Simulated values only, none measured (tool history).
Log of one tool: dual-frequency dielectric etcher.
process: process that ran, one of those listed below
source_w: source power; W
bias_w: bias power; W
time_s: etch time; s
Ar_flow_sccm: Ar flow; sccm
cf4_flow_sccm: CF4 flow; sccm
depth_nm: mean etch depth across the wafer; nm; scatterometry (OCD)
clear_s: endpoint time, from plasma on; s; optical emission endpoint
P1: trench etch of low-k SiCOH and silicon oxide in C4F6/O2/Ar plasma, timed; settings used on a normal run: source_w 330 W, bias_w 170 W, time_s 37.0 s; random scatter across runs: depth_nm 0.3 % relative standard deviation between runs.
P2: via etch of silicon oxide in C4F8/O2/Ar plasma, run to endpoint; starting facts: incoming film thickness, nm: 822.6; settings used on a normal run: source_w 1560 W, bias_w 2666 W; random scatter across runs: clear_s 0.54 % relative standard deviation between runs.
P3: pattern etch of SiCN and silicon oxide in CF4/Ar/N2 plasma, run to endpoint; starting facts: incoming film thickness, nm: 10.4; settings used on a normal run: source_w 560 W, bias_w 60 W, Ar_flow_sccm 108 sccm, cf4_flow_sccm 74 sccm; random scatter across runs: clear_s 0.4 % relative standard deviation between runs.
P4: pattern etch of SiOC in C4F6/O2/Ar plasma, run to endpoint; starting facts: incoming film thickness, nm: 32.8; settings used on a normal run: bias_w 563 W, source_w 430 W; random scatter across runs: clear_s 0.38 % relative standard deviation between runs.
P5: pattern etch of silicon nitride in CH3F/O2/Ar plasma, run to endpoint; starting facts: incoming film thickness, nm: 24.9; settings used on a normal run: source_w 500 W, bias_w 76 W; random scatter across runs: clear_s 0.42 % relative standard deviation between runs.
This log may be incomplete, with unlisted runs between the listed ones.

run	hour	process	source_w	bias_w	time_s	Ar_flow_sccm	cf4_flow_sccm	depth_nm	clear_s
1	10.6	P1	330	170	37.0			109.310	
2	29.3	P3	350	60		108	74		15.7170
3	47.6	P1	330	170	20.5			60.277	
4	58.4	P3	560	60		108	74		10.3560
5	70.5	P5	330	76					37.5740
6	79.5	P1	330	170	47.5			140.250	
7	96.0	P3	560	72		108	74		9.7803
8	110.4	P5	500	45					38.0720
9	129.5	P4	430	337					11.8970
10	137.9	P1	330	220	37.0			118.520	
11	149.9	P2	1560	2666					163.5700
12	164.3	P1	240	170	37.0			96.726	
13	174.2	P1	330	170	37.0			109.570	
14	187.7	P4	350	563					10.5790
15	199.3	P1	330	170	37.0			109.510	
16	208.5	P2	2050	2666					146.8000
# hour 225.3: wet clean of the chamber
17	225.3	P1	410	170	37.0			118.980	
18	234.3	P1	330	126	37.0			100.040	
19	243.2	P2	1560	2666					163.5700
# hour 246.7: bias power generator calibrated
20	256.9	P3	560	60		108	105		9.8193
21	270.7	P3	560	60		108	74		10.3680
# hour 275.3: source power generator calibrated
22	287.9	P5	500	76					32.1340
23	296.4	P1	280	170	51.0			141.410	
24	314.0	P1	330	170	37.0			109.410	
25	331.3	P1	330	170	37.0			109.650	
26	345.9	P3	560	60		135	74		10.7360
27	362.5	P4	430	563					9.7580
28	381.9	P1	330	170	37.0			109.270	
29	398.3	P2	1560	1634					188.1800
30	409.8	P1	210	170	44.5			110.020	
31	421.0	P1	400	170	29.0			92.285	
32	430.5	P1	330	170	37.0			109.580	
33	449.5	P1	330	170	37.0			108.450	
34	458.6	P1	330	170	37.0			108.320	
35	471.9	P1	330	170	37.0			107.960	
36	480.4	P1	330	170	37.0			108.230	
37	493.4	P1	330	170	37.0			108.310	
# hour 499.2: wet clean of the chamber
38	508.5	P1	330	170	37.0			108.500	
39	527.3	P1	330	170	37.0			107.610	
40	537.7	P1	330	170	37.0			107.920	
41	549.2	P1	330	170	37.0			107.670	
42	560.1	P1	330	170	37.0			107.560	
43	573.9	P1	330	170	37.0			108.160	

P1 no longer gives what it gave before; its output has crept away from where it was. The following 2 causes, each at its listed size, fit the log equally well:
A: source power that arrives under what is set, % = 3.78
B: bias power that arrives under what is set, % = 4.64
The drift started at roughly hour 430.5.
Excluded causes, each with its reason:
chamber walls in a state that lowers the etch rate, %: work on it at hour 499.2, done after the drift set in, did not restore what the process gave before

4 check runs are offered, each on 2 wafers whose results are averaged, their results left as question marks. Which one tells the causes apart?
check 1	587.7	P4	430	353					?
check 2	587.7	P2	1830	1931					?
check 3	587.7	P5	420	46					?
check 4	587.7	P3	560	60		108	101		?

Expected result of each check under each candidate cause:
check	result	if A	if B
check 1	clear_s	11.8270	11.8530
check 2	clear_s	171.8500	171.5300
check 3	clear_s	40.9670	40.9370
check 4	clear_s	10.2330	10.0300
Minimum pairwise separation of causes per check, each pair taken at its best-separating result: check 1 0.22 %; check 2 0.19 %; check 3 0.08 %; check 4 2.01 %
Check 4 distinguishes between the causes, while the remaining checks would return nearly the same result for all of them.

Check 4 was then run and gave: clear_s 10.0370 s. Which cause is it?

B is the cause: bias power that arrives under what is set, %.

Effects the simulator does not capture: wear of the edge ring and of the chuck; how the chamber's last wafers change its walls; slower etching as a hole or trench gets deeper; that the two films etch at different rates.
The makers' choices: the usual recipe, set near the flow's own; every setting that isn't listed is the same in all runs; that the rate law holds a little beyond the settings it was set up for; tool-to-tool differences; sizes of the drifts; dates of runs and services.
